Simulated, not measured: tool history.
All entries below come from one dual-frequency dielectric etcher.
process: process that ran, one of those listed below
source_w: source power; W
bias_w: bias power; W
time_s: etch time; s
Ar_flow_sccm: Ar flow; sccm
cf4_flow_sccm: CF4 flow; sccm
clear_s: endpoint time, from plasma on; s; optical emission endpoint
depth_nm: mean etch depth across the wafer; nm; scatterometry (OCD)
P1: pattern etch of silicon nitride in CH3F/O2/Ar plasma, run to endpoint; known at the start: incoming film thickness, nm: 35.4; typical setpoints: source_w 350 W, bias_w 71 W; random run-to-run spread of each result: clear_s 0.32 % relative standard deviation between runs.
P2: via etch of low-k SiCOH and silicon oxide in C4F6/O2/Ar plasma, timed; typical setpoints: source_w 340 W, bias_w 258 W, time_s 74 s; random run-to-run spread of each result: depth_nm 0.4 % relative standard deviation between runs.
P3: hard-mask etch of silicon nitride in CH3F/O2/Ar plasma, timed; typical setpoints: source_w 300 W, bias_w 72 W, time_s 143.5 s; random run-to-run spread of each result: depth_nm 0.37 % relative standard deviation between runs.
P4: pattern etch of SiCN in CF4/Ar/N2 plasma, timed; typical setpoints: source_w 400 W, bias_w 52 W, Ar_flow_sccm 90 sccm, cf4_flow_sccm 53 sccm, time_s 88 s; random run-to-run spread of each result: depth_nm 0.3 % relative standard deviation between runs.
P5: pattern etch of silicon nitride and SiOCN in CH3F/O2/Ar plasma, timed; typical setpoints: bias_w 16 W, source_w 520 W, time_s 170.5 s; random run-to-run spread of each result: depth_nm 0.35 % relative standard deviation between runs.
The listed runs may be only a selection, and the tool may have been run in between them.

{"run": 1, "day": 0.317, "process": "P1", "source_w": 350, "bias_w": 71, "clear_s": 53.237}
{"run": 2, "day": 0.875, "process": "P3", "source_w": 300, "bias_w": 72, "time_s": 143.5, "depth_nm": 90.869}
{"run": 3, "day": 1.362, "process": "P2", "source_w": 340, "bias_w": 364, "time_s": 74, "depth_nm": 245.4}
{"run": 4, "day": 1.85, "process": "P4", "source_w": 400, "bias_w": 73, "time_s": 88, "Ar_flow_sccm": 90, "cf4_flow_sccm": 53, "depth_nm": 63.394}
{"run": 5, "day": 2.204, "process": "P5", "source_w": 520, "bias_w": 20, "time_s": 170.5, "depth_nm": 23.672}
{"run": 6, "day": 2.767, "process": "P2", "source_w": 340, "bias_w": 258, "time_s": 110.5, "depth_nm": 327.05}
{"run": 7, "day": 3.2, "process": "P5", "source_w": 350, "bias_w": 16, "time_s": 170.5, "depth_nm": 18.904}
{"run": 8, "day": 3.533, "process": "P4", "source_w": 400, "bias_w": 52, "time_s": 88, "Ar_flow_sccm": 63, "cf4_flow_sccm": 53, "depth_nm": 60.248}
{"run": 9, "day": 3.908, "process": "P2", "source_w": 340, "bias_w": 258, "time_s": 74, "depth_nm": 217.91}
{"run": 10, "day": 4.404, "process": "P4", "source_w": 400, "bias_w": 52, "time_s": 129, "Ar_flow_sccm": 90, "cf4_flow_sccm": 53, "depth_nm": 82.914}
{"run": 11, "day": 4.829, "process": "P5", "source_w": 520, "bias_w": 16, "time_s": 170.5, "depth_nm": 21.839}
{"run": 12, "day": 5.404, "process": "P3", "source_w": 300, "bias_w": 72, "time_s": 143.5, "depth_nm": 90.766}
{"run": 13, "day": 5.946, "process": "P3", "source_w": 300, "bias_w": 49, "time_s": 143.5, "depth_nm": 79.81}
{"run": 14, "day": 6.5, "process": "P5", "source_w": 520, "bias_w": 16, "time_s": 170.5, "depth_nm": 21.661}
{"run": 15, "day": 6.967, "process": "P1", "source_w": 350, "bias_w": 71, "clear_s": 53.577}
{"run": 16, "day": 7.25, "process": "P1", "source_w": 350, "bias_w": 71, "clear_s": 53.5}
{"run": 17, "day": 7.679, "process": "P1", "source_w": 220, "bias_w": 71, "clear_s": 63.633}
{"run": 18, "day": 8.242, "process": "P4", "source_w": 400, "bias_w": 52, "time_s": 88, "Ar_flow_sccm": 90, "cf4_flow_sccm": 53, "depth_nm": 56.225}
{"run": 19, "day": 8.683, "process": "P1", "source_w": 430, "bias_w": 71, "clear_s": 49.148}
{"run": 20, "day": 9.271, "process": "P1", "source_w": 350, "bias_w": 71, "clear_s": 53.284}
{"run": 21, "day": 9.683, "process": "P2", "source_w": 430, "bias_w": 258, "time_s": 74, "depth_nm": 238.93}
{"run": 22, "day": 10.008, "process": "P1", "source_w": 350, "bias_w": 71, "clear_s": 53.601}
{"run": 23, "day": 10.458, "process": "P1", "source_w": 230, "bias_w": 54, "clear_s": 68.66}
{"run": 24, "day": 10.971, "process": "P1", "source_w": 460, "bias_w": 50, "clear_s": 53.992}
{"run": 25, "day": 11.554, "process": "P4", "source_w": 400, "bias_w": 52, "time_s": 88, "Ar_flow_sccm": 90, "cf4_flow_sccm": 73, "depth_nm": 59.386}
{"run": 26, "day": 11.954, "process": "P3", "source_w": 300, "bias_w": 72, "time_s": 207.5, "depth_nm": 131.54}
{"run": 27, "day": 12.229, "process": "P5", "source_w": 520, "bias_w": 16, "time_s": 122.5, "depth_nm": 15.644}
{"run": 28, "day": 12.683, "process": "P4", "source_w": 530, "bias_w": 52, "time_s": 88, "Ar_flow_sccm": 90, "cf4_flow_sccm": 53, "depth_nm": 71.962}
{"run": 29, "day": 12.988, "process": "P4", "source_w": 400, "bias_w": 52, "time_s": 88, "Ar_flow_sccm": 90, "cf4_flow_sccm": 53, "depth_nm": 56.657}
{"day": 13.292, "done": "source power generator calibrated"}
{"run": 30, "day": 13.446, "process": "P1", "source_w": 350, "bias_w": 86, "clear_s": 50.032}
{"run": 31, "day": 13.992, "process": "P1", "source_w": 350, "bias_w": 57, "clear_s": 57.592}
{"run": 32, "day": 14.312, "process": "P1", "source_w": 220, "bias_w": 88, "clear_s": 58.661}
{"run": 33, "day": 14.746, "process": "P3", "source_w": 230, "bias_w": 72, "time_s": 143.5, "depth_nm": 81.899}
{"run": 34, "day": 15.088, "process": "P1", "source_w": 350, "bias_w": 71, "clear_s": 53.592}
{"run": 35, "day": 15.442, "process": "P1", "source_w": 350, "bias_w": 71, "clear_s": 53.087}
{"run": 36, "day": 15.762, "process": "P1", "source_w": 350, "bias_w": 71, "clear_s": 53.136}
{"run": 37, "day": 16.262, "process": "P1", "source_w": 350, "bias_w": 71, "clear_s": 52.571}
{"run": 38, "day": 16.821, "process": "P1", "source_w": 350, "bias_w": 71, "clear_s": 52.574}
{"run": 39, "day": 17.283, "process": "P1", "source_w": 350, "bias_w": 71, "clear_s": 52.772}
{"run": 40, "day": 17.717, "process": "P1", "source_w": 350, "bias_w": 71, "clear_s": 52.554}
{"run": 41, "day": 18.104, "process": "P1", "source_w": 350, "bias_w": 71, "clear_s": 52.637}
{"day": 18.229, "done": "wet clean of the chamber"}
{"run": 42, "day": 18.546, "process": "P1", "source_w": 350, "bias_w": 71, "clear_s": 52.619}
{"run": 43, "day": 18.942, "process": "P1", "source_w": 350, "bias_w": 71, "clear_s": 52.417}
{"run": 44, "day": 19.458, "process": "P1", "source_w": 350, "bias_w": 71, "clear_s": 52.556}
{"run": 45, "day": 19.983, "process": "P1", "source_w": 350, "bias_w": 71, "clear_s": 52.71}

P1 no longer gives what it gave before; its output has crept away from where it was. The following 2 causes, each at its listed size, fit the log equally well:
A: bias power that arrives over what is set, % = 4.78
B: source power that arrives over what is set, % = 4.37
The drift started at roughly day 15.088.
All other causes, with the reason each is excluded:
chamber walls in a state that raises the etch rate, %: serviced at day 18.229, after the drift had started, without restoring the earlier output

Listed below are the offered check runs, one wafer per run, with question marks in place of results. For which of them would the causes give clearly different outcomes?
{"run": "check 1", "day": 20.508, "process": "P4", "source_w": 400, "bias_w": 52, "time_s": 88, "Ar_flow_sccm": 90, "cf4_flow_sccm": 53, "depth_nm": "?"}
{"run": "check 2", "day": 20.508, "process": "P5", "source_w": 520, "bias_w": 16, "time_s": 170.5, "depth_nm": "?"}
{"run": "check 3", "day": 20.508, "process": "P3", "source_w": 300, "bias_w": 72, "time_s": 143.5, "depth_nm": "?"}
{"run": "check 4", "day": 20.508, "process": "P2", "source_w": 340, "bias_w": 258, "time_s": 74, "depth_nm": "?"}

What each check would give under each cause:
check=check_1 result=depth_nm if_A=57.343 if_B=58.618
check=check_2 result=depth_nm if_A=22.142 if_B=22.066
check=check_3 result=depth_nm if_A=92.255 if_B=92.224
check=check_4 result=depth_nm if_A=222.25 if_B=222.29
Smallest distance between any two causes, each pair judged by its most separating result, in per cent: check 1 2.2 %; check 2 0.34 %; check 3 0.03 %; check 4 0.02 %
Check 1 distinguishes between the causes, while the remaining checks would return nearly the same result for all of them.

Check 1 was carried out, with these results: depth_nm 58.478 nm. Which of the listed causes is responsible?

Of the candidate causes, it is B: source power that arrives over what is set, %.

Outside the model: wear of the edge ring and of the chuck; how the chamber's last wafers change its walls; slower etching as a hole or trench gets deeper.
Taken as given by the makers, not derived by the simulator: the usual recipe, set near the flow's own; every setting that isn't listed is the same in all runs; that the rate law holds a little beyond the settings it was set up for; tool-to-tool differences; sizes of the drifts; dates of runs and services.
